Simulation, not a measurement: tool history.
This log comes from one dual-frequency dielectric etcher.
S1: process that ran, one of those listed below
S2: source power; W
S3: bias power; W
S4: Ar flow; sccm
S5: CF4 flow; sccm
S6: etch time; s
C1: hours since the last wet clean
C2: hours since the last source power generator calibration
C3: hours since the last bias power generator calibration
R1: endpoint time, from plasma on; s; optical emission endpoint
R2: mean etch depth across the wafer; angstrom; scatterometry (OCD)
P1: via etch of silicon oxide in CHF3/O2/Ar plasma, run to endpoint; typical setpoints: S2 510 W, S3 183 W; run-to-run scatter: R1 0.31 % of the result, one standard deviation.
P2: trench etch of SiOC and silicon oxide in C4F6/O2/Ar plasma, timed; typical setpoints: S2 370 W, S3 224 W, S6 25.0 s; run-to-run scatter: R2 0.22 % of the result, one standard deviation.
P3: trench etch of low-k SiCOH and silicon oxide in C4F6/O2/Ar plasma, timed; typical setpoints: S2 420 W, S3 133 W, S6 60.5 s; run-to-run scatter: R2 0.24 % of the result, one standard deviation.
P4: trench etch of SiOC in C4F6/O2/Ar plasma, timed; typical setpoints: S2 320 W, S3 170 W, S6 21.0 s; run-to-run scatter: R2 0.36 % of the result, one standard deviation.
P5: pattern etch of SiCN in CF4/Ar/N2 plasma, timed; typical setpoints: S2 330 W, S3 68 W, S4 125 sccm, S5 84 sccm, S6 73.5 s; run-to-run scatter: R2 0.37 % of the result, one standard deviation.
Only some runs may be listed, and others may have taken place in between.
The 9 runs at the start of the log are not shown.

run	day	S1	S2	S3	S4	S5	S6	C1	C2	C3	R1	R2
10	2.088	P1	510	183				14.8	1715.0	700.4	326.08	
11	2.388	P5	330	68	166	84	73.5	22.0	1722.2	707.6		447.93
12	2.658	P5	330	68	125	84	73.5	28.5	1728.7	714.1		468.21
13	2.817	P1	710	183				32.3	1732.5	717.9	288.72	
14	2.992	P1	510	233				36.5	1736.7	722.1	299.93	
15	3.342	P2	500	224			25.0	44.9	1745.1	730.5		570.97
16	3.558	P1	510	183				50.1	1750.3	735.7	328.49	
17	3.846	P5	330	68	125	84	73.5	57.0	1757.2	742.6		468.24
18	4.079	P1	370	183				62.6	1762.8	748.2	370.71	
19	4.242	P4	320	170			11.5	66.5	1766.7	752.1		218.67
20	4.496	P2	370	224			35.5	72.6	1772.8	758.2		722.86
21	4.817	P2	370	315			25.0	80.3	1780.5	765.9		569.51
22	5.075	P3	420	133			60.5	86.5	1786.7	772.1		1856.60
23	5.346	P1	610	147				93.0	1793.2	778.6	328.01	
24	5.708	P5	330	52	125	84	73.5	101.7	1801.9	787.3		429.39

Run 25 comes next. What will it give?
25	6.033	P1	510	130				109.5	1809.7	795.1	?	

{"run 25": {"R1": 367.3}}

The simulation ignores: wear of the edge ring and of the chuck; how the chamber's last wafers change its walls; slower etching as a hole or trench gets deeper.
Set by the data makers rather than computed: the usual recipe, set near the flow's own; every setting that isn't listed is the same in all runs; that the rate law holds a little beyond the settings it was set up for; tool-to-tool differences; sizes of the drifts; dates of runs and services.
